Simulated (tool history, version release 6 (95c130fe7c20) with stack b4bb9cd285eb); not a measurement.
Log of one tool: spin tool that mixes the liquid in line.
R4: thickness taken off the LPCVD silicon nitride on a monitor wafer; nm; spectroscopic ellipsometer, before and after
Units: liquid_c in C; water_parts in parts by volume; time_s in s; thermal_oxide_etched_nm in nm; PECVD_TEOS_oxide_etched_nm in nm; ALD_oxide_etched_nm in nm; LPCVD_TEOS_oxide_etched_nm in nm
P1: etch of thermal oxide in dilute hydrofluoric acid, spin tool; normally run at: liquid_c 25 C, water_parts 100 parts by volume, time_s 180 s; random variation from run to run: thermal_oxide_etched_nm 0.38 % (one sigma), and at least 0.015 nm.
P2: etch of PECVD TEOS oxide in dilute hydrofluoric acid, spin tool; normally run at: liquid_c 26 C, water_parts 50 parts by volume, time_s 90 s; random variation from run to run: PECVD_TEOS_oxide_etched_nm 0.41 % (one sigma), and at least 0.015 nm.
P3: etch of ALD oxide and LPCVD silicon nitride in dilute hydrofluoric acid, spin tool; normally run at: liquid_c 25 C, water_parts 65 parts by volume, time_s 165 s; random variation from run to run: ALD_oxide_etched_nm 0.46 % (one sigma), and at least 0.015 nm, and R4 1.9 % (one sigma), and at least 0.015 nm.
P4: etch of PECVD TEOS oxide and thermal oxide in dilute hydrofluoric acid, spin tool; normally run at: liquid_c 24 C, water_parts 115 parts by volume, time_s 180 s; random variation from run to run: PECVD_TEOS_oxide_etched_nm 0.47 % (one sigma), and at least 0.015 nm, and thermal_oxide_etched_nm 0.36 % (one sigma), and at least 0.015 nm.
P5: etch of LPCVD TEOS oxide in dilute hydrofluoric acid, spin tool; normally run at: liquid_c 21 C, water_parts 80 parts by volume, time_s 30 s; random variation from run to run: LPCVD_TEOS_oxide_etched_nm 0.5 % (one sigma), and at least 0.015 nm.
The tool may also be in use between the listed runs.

run 1 hour=10.9 | process=P1 liquid_c=25 water_parts=100 time_s=180 | thermal_oxide_etched_nm=8.875
run 2 hour=21.2 | process=P4 liquid_c=24 water_parts=20 time_s=180 | thermal_oxide_etched_nm=49.917 PECVD_TEOS_oxide_etched_nm=84.546
run 3 hour=26.7 | process=P2 liquid_c=26 water_parts=50 time_s=90 | PECVD_TEOS_oxide_etched_nm=24.515
run 4 hour=34.7 | process=P3 liquid_c=25 water_parts=105 time_s=165 | ALD_oxide_etched_nm=25.699 R4=0.78765
run 5 hour=44.2 | process=P2 liquid_c=18.5 water_parts=50 time_s=90 | PECVD_TEOS_oxide_etched_nm=17.976
run 6 hour=51.6 | process=P3 liquid_c=19.5 water_parts=65 time_s=165 | ALD_oxide_etched_nm=35.047 R4=0.87898
run 7 hour=61.2 | process=P1 liquid_c=25 water_parts=100 time_s=15 | thermal_oxide_etched_nm=0.7473
run 8 hour=71.7 | process=P4 liquid_c=24 water_parts=115 time_s=180 | thermal_oxide_etched_nm=7.6928 PECVD_TEOS_oxide_etched_nm=12.949
run 9 hour=80.6 | process=P4 liquid_c=24 water_parts=115 time_s=180 | thermal_oxide_etched_nm=7.7552 PECVD_TEOS_oxide_etched_nm=12.966
run 10 hour=89.2 | process=P1 liquid_c=21 water_parts=100 time_s=180 | thermal_oxide_etched_nm=7.6291
run 11 hour=100.5 | process=P1 liquid_c=25 water_parts=50 time_s=180 | thermal_oxide_etched_nm=18.96
-- hour=105.6 thermometer replaced
run 12 hour=107.9 | process=P5 liquid_c=17 water_parts=80 time_s=30 | LPCVD_TEOS_oxide_etched_nm=4.9644
run 13 hour=118.8 | process=P1 liquid_c=25 water_parts=100 time_s=180 | thermal_oxide_etched_nm=8.9166
run 14 hour=131.3 | process=P5 liquid_c=21 water_parts=80 time_s=30 | LPCVD_TEOS_oxide_etched_nm=5.9445
run 15 hour=138.5 | process=P4 liquid_c=24 water_parts=115 time_s=30 | thermal_oxide_etched_nm=1.3299 PECVD_TEOS_oxide_etched_nm=2.1553
run 16 hour=150.4 | process=P5 liquid_c=21 water_parts=140 time_s=30 | LPCVD_TEOS_oxide_etched_nm=3.1605
run 17 hour=155.9 | process=P5 liquid_c=21 water_parts=80 time_s=30 | LPCVD_TEOS_oxide_etched_nm=5.882
run 18 hour=165.3 | process=P1 liquid_c=25 water_parts=165 time_s=180 | thermal_oxide_etched_nm=5.0157
run 19 hour=171.8 | process=P5 liquid_c=21 water_parts=80 time_s=15 | LPCVD_TEOS_oxide_etched_nm=2.9442
run 20 hour=180 | process=P2 liquid_c=26 water_parts=75 time_s=90 | PECVD_TEOS_oxide_etched_nm=15.852
run 21 hour=186.7 | process=P1 liquid_c=25 water_parts=100 time_s=180 | thermal_oxide_etched_nm=9.0044
run 22 hour=192.8 | process=P1 liquid_c=31.5 water_parts=100 time_s=260 | thermal_oxide_etched_nm=16.497
run 23 hour=199.7 | process=P4 liquid_c=28.5 water_parts=115 time_s=180 | thermal_oxide_etched_nm=9.1668 PECVD_TEOS_oxide_etched_nm=15.499
run 24 hour=210.7 | process=P1 liquid_c=25 water_parts=100 time_s=180 | thermal_oxide_etched_nm=8.9479
run 25 hour=217.1 | process=P2 liquid_c=26 water_parts=50 time_s=15 | PECVD_TEOS_oxide_etched_nm=4.1185
run 26 hour=227.1 | process=P1 liquid_c=25 water_parts=100 time_s=285 | thermal_oxide_etched_nm=14.026
run 27 hour=232.5 | process=P1 liquid_c=25 water_parts=100 time_s=180 | thermal_oxide_etched_nm=8.9103
run 28 hour=244.2 | process=P3 liquid_c=25 water_parts=65 time_s=165 | ALD_oxide_etched_nm=44.11 R4=1.3321
run 29 hour=254.7 | process=P3 liquid_c=25 water_parts=65 time_s=325 | ALD_oxide_etched_nm=86.872 R4=2.5812
run 30 hour=260.6 | process=P1 liquid_c=31.5 water_parts=100 time_s=180 | thermal_oxide_etched_nm=11.462
run 31 hour=272.7 | process=P1 liquid_c=25 water_parts=100 time_s=180 | thermal_oxide_etched_nm=8.9201
run 32 hour=283.7 | process=P1 liquid_c=25 water_parts=100 time_s=180 | thermal_oxide_etched_nm=9.2127
run 33 hour=295.9 | process=P1 liquid_c=25 water_parts=100 time_s=180 | thermal_oxide_etched_nm=9.4073
run 34 hour=304.3 | process=P1 liquid_c=25 water_parts=100 time_s=180 | thermal_oxide_etched_nm=9.5271
run 35 hour=316.6 | process=P1 liquid_c=25 water_parts=100 time_s=180 | thermal_oxide_etched_nm=9.6022
run 36 hour=322.8 | process=P1 liquid_c=25 water_parts=100 time_s=180 | thermal_oxide_etched_nm=9.6458
run 37 hour=333.6 | process=P1 liquid_c=25 water_parts=100 time_s=180 | thermal_oxide_etched_nm=9.6944
run 38 hour=345.2 | process=P1 liquid_c=25 water_parts=100 time_s=180 | thermal_oxide_etched_nm=9.653
run 39 hour=357.7 | process=P1 liquid_c=25 water_parts=100 time_s=180 | thermal_oxide_etched_nm=9.7725
run 40 hour=369.2 | process=P1 liquid_c=25 water_parts=100 time_s=180 | thermal_oxide_etched_nm=9.8081
run 41 hour=379.2 | process=P1 liquid_c=25 water_parts=100 time_s=180 | thermal_oxide_etched_nm=9.7965

What P1 gives has crept away from where it was. These 2 causes fit the log equally well, each at the size given:
A: liquid hotter than its thermometer reads (K) = 2.31
B: hydrofluoric acid flow above the setpoint (%) = 8.31
The creep began at about hour 272.7.

4 check runs are offered, each on 5 wafers whose results are averaged, their results left as question marks. Which one tells the causes apart?
run check 1 hour=389.2 | process=P3 liquid_c=25 water_parts=95 time_s=260 | ALD_oxide_etched_nm=? R4=?
run check 2 hour=389.2 | process=P2 liquid_c=26 water_parts=65 time_s=15 | PECVD_TEOS_oxide_etched_nm=?
run check 3 hour=389.2 | process=P5 liquid_c=21 water_parts=140 time_s=15 | LPCVD_TEOS_oxide_etched_nm=?
run check 4 hour=389.2 | process=P4 liquid_c=28 water_parts=115 time_s=35 | thermal_oxide_etched_nm=? PECVD_TEOS_oxide_etched_nm=?

What each check would give under each cause:
check=check_1 result=ALD_oxide_etched_nm if_A=49.989 if_B=49.942
check=check_1 result=R4 if_A=1.6165 if_B=1.5058
check=check_2 result=PECVD_TEOS_oxide_etched_nm if_A=3.3909 if_B=3.3746
check=check_3 result=LPCVD_TEOS_oxide_etched_nm if_A=1.7216 if_B=1.7232
check=check_4 result=thermal_oxide_etched_nm if_A=1.9063 if_B=1.9165
check=check_4 result=PECVD_TEOS_oxide_etched_nm if_A=3.2173 if_B=3.2345
How far apart the two closest causes lie, in the result that separates them most: check 1 7.1 %; check 2 0.48 %; check 3 0.09 %; check 4 0.53 %
Check 1 tells the causes apart: in the others they would give nearly the same result.

Check 1 was then run and gave: ALD_oxide_etched_nm 49.915 nm; R4 1.6361 nm. Which cause is it?

It is A: liquid hotter than its thermometer reads (K).

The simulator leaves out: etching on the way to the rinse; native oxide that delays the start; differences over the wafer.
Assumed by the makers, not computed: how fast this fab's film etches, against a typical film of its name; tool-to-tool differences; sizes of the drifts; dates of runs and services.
